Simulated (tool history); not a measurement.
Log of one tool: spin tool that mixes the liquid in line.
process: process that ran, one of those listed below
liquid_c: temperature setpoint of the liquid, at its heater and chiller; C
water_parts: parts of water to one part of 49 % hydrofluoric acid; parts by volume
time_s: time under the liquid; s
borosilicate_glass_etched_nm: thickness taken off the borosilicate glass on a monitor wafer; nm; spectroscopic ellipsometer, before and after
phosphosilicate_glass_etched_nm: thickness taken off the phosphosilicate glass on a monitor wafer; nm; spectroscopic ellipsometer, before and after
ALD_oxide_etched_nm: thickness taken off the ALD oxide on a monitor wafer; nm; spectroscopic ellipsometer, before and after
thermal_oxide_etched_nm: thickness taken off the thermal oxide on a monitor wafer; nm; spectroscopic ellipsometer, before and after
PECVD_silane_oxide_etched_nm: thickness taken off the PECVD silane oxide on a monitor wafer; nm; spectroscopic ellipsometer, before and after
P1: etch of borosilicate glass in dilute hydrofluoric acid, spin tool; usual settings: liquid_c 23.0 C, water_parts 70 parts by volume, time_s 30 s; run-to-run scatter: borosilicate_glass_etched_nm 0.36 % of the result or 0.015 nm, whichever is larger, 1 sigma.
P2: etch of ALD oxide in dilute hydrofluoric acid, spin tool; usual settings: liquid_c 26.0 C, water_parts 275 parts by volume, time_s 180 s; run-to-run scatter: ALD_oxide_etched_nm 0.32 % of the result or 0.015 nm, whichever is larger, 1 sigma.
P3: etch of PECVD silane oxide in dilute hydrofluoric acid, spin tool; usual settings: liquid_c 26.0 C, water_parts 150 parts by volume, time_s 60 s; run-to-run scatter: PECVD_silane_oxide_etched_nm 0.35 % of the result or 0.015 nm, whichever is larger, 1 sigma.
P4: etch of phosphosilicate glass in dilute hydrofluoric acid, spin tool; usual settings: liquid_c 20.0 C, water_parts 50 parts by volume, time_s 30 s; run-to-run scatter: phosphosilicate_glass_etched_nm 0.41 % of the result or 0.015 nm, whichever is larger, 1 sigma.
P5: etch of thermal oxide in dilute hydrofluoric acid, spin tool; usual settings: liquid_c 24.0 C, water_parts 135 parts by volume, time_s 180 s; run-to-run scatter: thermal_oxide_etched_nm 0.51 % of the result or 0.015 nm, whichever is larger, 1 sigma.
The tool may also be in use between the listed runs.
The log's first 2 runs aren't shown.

run     day  process  liquid_c  water_parts  time_s  hours since the thermometer was replaced  hours since the hydrofluoric acid flow meter was replaced  borosilicate_glass_etched_nm  phosphosilicate_glass_etched_nm  ALD_oxide_etched_nm  thermal_oxide_etched_nm  PECVD_silane_oxide_etched_nm
  3   1.562       P2      26.0          505     180                                    2206.4                                                     1389.7                                                                              2.6304
  4   2.129       P5      24.0          135     180                                    2220.0                                                     1403.3                                                                                                       6.4571
  5   2.446       P1      23.0           70      30                                    2227.6                                                     1410.9                       13.3080
  6   3.054       P2      26.0          275     180                                    2242.2                                                     1425.5                                                                              6.0183
  7   3.375       P1      23.0           70      45                                    2249.9                                                     1433.2                       20.0000
  8   3.771       P4      20.0           50      30                                    2259.4                                                     1442.7                                                         63.013
  9   4.062       P3      26.0          150      60                                    2266.4                                                     1449.7                                                                                                                                     12.483
 10   4.512       P3      20.5          150      60                                    2277.2                                                     1460.5                                                                                                                                     10.096
 11   5.050       P1      23.0           70      30                                    2290.1                                                     1473.4                       13.3100
 12   5.425       P4      27.5           50      30                                    2299.1                                                     1482.4                                                         85.909
 13   5.908       P1      17.0           70      30                                    2310.7                                                     1494.0                       10.3570
 14   6.196       P1      23.0           70      30                                    2317.6                                                     1500.9                       13.2560
 15   6.588       P2      26.0          275     275                                    2327.0                                                     1510.3                                                                              9.1429
 16   6.942       P3      26.0           60      60                                    2335.5                                                     1518.8                                                                                                                                     35.020
 17   7.475       P1      23.0           95      30                                    2348.3                                                     1531.6                        9.5493
 18   7.971       P5      19.0          135     180                                    2360.2                                                     1543.5                                                                                                       5.3716
 19   8.392       P1      23.0           35      30                                    2370.3                                                     1553.6                       27.8130
 20   8.846       P4      20.0           20      30                                    2381.2                                                     1564.5                                                        162.950
 21   9.404       P1      28.0           70      30                                    2394.6                                                     1577.9                       16.2640
 22  10.029       P5      24.0          225     180                                    2409.6                                                     1592.9                                                                                                       3.5204
 23  10.542       P1      30.0           70      55                                    2421.9                                                     1605.2                       32.1070
 24  10.842       P1      23.0           70      15                                    2429.1                                                     1612.4                        6.6539
 25  11.492       P1      17.5           70      55                                    2444.7                                                     1628.0                       19.3020
 26  11.858       P1      23.0           70      30                                    2453.5                                                     1636.8                       13.2820

The next listed run, before its measurement:
 27  12.208       P5      24.0          135     300                                    2461.9                                                     1645.2                                                                                                            ?

thermal_oxide_etched_nm: 10.8840 nm

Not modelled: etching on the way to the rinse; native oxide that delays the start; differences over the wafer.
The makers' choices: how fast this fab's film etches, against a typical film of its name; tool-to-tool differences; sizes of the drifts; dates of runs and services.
